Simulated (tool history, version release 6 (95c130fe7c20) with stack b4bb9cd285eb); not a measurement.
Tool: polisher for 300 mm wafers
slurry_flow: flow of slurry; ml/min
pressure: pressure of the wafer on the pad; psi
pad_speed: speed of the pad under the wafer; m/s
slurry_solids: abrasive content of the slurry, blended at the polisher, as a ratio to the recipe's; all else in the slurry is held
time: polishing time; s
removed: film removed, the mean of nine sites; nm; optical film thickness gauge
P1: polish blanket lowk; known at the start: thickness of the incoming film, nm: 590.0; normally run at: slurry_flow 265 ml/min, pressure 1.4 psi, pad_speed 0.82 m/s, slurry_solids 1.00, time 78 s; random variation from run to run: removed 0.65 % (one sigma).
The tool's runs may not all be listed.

run,day,slurry_flow,pressure,pad_speed,slurry_solids,time,wafers polished on this pad,hours since the slurry nozzle was cleaned,hours since the head pressure was calibrated,hours since the slurry blender was calibrated,hours since the conditioning disc was replaced,removed
1,0.262,265,1.4,0.82,1.00,78,152,198.2,626.5,57.5,73.6,20.5470
2,0.488,390,1.4,0.82,1.00,78,191,203.6,631.9,62.9,79.0,21.3070
3,0.692,265,1.4,0.82,1.00,78,226,208.5,636.8,67.8,83.9,20.5770
4,0.975,265,1.4,0.82,1.00,122,275,215.3,643.6,74.6,90.7,32.4900
# day 1.321: head pressure recalibrated
5,1.333,265,0.6,0.82,1.00,78,337,223.9,0.4,83.2,99.3,8.8134
6,1.742,265,1.4,0.82,1.00,78,407,233.7,10.2,93.0,109.1,20.5280
7,2.050,265,1.4,0.82,0.60,78,461,241.1,17.6,100.4,116.5,15.8320
8,2.471,265,1.4,0.82,1.00,43,533,251.2,27.7,110.5,126.6,11.4420
9,2.767,265,1.4,0.82,1.35,78,585,258.3,34.8,117.6,133.7,22.9500
10,3.108,265,1.9,0.82,1.00,78,644,266.5,43.0,125.8,141.9,28.1200
11,3.400,265,1.4,0.82,1.00,78,694,273.5,50.0,132.8,148.9,20.5790
12,3.704,265,1.4,1.22,1.00,78,747,280.8,57.3,140.1,156.2,28.2240
13,4.108,160,1.4,0.82,1.00,78,816,290.5,67.0,149.8,165.9,19.2500
14,4.475,265,1.4,0.38,1.00,78,880,299.3,75.8,158.6,174.7,11.0940
15,4.750,365,1.4,1.16,1.00,78,927,305.9,82.4,165.2,181.3,28.0410
16,5.075,265,1.4,0.82,1.00,78,983,313.7,90.2,173.0,189.1,20.4380
17,5.300,265,1.4,0.82,1.00,78,1022,319.1,95.6,178.4,194.5,20.2170
18,5.583,265,1.4,0.82,1.00,78,1071,325.9,102.4,185.2,201.3,19.8550

Forecast run 19:
19,5.925,265,1.4,0.82,1.00,78,1130,334.1,110.6,193.4,209.5,?

removed: 19.2930 nm
